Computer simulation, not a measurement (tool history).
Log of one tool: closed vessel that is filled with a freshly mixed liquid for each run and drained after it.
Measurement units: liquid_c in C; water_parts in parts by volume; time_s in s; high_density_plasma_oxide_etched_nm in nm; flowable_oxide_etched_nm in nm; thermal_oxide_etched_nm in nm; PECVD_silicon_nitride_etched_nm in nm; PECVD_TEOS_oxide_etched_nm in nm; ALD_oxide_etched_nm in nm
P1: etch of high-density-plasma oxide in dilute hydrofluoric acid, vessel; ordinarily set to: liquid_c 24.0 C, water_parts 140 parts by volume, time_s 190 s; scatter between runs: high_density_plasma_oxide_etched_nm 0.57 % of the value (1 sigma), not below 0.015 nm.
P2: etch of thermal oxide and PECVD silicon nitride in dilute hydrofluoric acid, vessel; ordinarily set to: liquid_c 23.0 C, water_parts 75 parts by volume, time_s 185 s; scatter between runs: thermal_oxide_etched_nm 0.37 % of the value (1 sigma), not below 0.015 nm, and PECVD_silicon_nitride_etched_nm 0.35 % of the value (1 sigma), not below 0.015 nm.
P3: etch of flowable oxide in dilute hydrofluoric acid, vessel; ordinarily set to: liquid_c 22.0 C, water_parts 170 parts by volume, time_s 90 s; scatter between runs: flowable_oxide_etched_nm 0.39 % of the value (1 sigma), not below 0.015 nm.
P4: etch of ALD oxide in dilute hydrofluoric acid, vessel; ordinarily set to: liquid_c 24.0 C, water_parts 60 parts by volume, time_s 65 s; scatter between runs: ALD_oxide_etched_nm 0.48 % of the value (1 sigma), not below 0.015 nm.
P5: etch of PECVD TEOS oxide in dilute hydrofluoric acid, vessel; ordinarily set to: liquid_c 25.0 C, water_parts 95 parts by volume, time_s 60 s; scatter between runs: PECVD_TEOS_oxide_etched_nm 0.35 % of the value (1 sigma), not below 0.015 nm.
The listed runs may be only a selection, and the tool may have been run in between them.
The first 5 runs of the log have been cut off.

run	hour	process	liquid_c	water_parts	time_s	hours since the thermometer was replaced	hours since the hydrofluoric acid flow meter was replaced	high_density_plasma_oxide_etched_nm	flowable_oxide_etched_nm	thermal_oxide_etched_nm	PECVD_silicon_nitride_etched_nm	PECVD_TEOS_oxide_etched_nm	ALD_oxide_etched_nm
6	18.4	P3	22.0	170	90	801.1	324.0		19.5410				
7	22.1	P2	23.0	75	185	804.8	327.7			11.0570	8.8898		
8	24.9	P2	23.0	110	185	807.6	330.5			7.3082	6.0921		
9	27.8	P1	19.5	140	75	810.5	333.4	3.4581					
10	31.2	P1	17.0	55	190	813.9	336.8	22.0850					
11	35.6	P1	17.0	140	190	818.3	341.2	7.9621					
12	38.7	P3	22.0	170	30	821.4	344.3		6.4787				
13	41.1	P5	25.0	155	60	823.8	346.7					8.4043	
14	45.1	P4	24.0	60	65	827.8	350.7						28.099
15	47.3	P4	24.0	25	65	830.0	352.9						70.022
16	49.6	P4	17.5	60	65	832.3	355.2						21.128
17	53.0	P4	24.0	60	30	835.7	358.6						12.898
18	55.5	P2	17.5	75	185	838.2	361.1			8.8054	6.1071		
19	59.6	P5	20.0	95	60	842.3	365.2					11.9790	
20	64.0	P5	25.0	95	60	846.7	369.6					14.7250	
21	68.2	P1	24.0	200	370	850.9	373.8	13.2900					
22	71.7	P1	24.0	140	190	854.4	377.3	10.4270					
23	75.3	P3	28.0	170	90	858.0	380.9		24.4480				
24	78.1	P1	24.0	140	380	860.8	383.7	20.9220					
25	80.2	P1	24.0	140	190	862.9	385.8	10.5000					

Expected results for the next run?
26	82.6	P3	22.0	170	90	865.3	388.2		?				

flowable_oxide_etched_nm: 19.5710 nm

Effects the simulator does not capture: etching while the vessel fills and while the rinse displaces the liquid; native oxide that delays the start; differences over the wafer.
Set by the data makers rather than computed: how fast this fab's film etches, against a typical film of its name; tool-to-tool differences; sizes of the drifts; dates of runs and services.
